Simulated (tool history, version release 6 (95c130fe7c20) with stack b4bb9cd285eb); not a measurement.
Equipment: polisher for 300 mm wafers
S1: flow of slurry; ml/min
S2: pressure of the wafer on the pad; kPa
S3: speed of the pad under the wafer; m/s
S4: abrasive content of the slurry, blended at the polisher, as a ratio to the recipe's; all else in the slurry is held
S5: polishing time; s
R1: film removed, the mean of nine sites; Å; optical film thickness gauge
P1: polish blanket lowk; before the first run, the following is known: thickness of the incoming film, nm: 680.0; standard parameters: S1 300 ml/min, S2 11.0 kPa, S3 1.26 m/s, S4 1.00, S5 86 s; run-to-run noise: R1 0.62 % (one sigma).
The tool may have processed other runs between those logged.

run	hour	S1	S2	S3	S4	S5	R1
1	6.0	300	11.0	1.26	1.00	86	397.12
2	9.5	300	11.0	1.26	1.00	86	389.41
3	15.9	300	11.0	1.26	1.00	86	398.55
4	20.2	300	11.0	1.84	1.00	86	530.94
5	26.1	465	11.0	1.26	1.35	86	460.32
6	31.9	300	17.9	1.26	1.00	86	637.81
7	36.8	300	4.8	1.26	1.00	86	171.29
8	44.6	300	15.9	1.26	1.20	86	606.14
9	48.2	180	11.0	1.26	1.00	86	366.90
10	51.6	410	11.0	1.26	1.00	86	399.14
11	57.5	300	11.0	1.26	1.00	131	601.60
12	63.0	300	15.2	1.26	1.40	86	616.67
13	70.2	300	11.0	1.26	1.00	42	190.83
14	75.9	300	11.0	0.56	1.00	86	207.90
15	83.4	300	11.0	1.26	1.30	86	434.77
16	90.0	300	11.0	1.26	1.00	86	393.76
17	96.4	300	11.0	1.26	1.00	86	393.57
18	101.6	300	11.0	1.26	1.00	86	392.55
19	106.1	300	11.0	1.26	0.60	86	303.05
20	112.4	300	11.0	1.26	1.00	86	394.14
21	119.0	300	11.0	1.26	1.00	86	380.72
22	124.8	300	11.0	1.26	1.00	86	374.06
23	132.5	300	11.0	1.26	1.00	86	371.11
24	137.4	300	11.0	1.26	1.00	86	366.02
# hour 137.9: slurry nozzle cleaned
# hour 143.7: conditioning disc replaced and pad reconditioned
25	144.8	300	11.0	1.26	1.00	86	364.09
26	151.1	300	11.0	1.26	1.00	86	361.81
# hour 153.2: head pressure recalibrated
27	157.7	300	11.0	1.26	1.00	86	359.99
28	162.5	300	11.0	1.26	1.00	86	357.77
29	170.3	300	11.0	1.26	1.00	86	355.79
30	174.9	300	11.0	1.26	1.00	86	355.72
31	182.2	300	11.0	1.26	1.00	86	353.75

P1 has crept away from where it was. The log is fitted equally well by each of these 2 causes, at the sizes shown:
A: abrasive missing from the slurry, % = 18.1
B: removal rate lost through wear of the pad, % = 9.15
The gradual shift began around hour 112.4.
Why every other cause is out:
slurry flow missing at the pad, %: serviced at hour 137.9, after the drift had started, without restoring the earlier output
head's pressure below its setpoint, %: serviced at hour 153.2, after the drift had started, without restoring the earlier output
time polished since the conditioner stopped cutting, s: serviced at hour 143.7, after the drift had started, without restoring the earlier output

4 check runs are offered, each on 5 wafers whose results are averaged, their results left as question marks. Which one tells the causes apart?
check 1	189.5	300	11.0	0.60	0.65	86	?
check 2	189.5	300	16.5	1.26	1.00	126	?
check 3	189.5	300	11.0	0.88	1.00	109	?
check 4	189.5	300	4.8	1.26	1.00	86	?

If the cause were each of the candidates in turn, the checks would give the following:
check	result	if A	if B
check 1	R1	155.09	158.39
check 2	R1	784.62	784.43
check 3	R1	339.56	339.48
check 4	R1	156.20	156.16
Gap, in per cent, between the two causes that each check separates least, read from the result that separates them most: check 1 2.11 %; check 2 0.02 %; check 3 0.02 %; check 4 0.02 %
The causes can be told apart only by check 1. The other checks would give nearly the same results under each of them.

Running check 1 produced the following: R1 157.63 Å. Which one of the listed causes fits?

The cause is B: removal rate lost through wear of the pad, %.
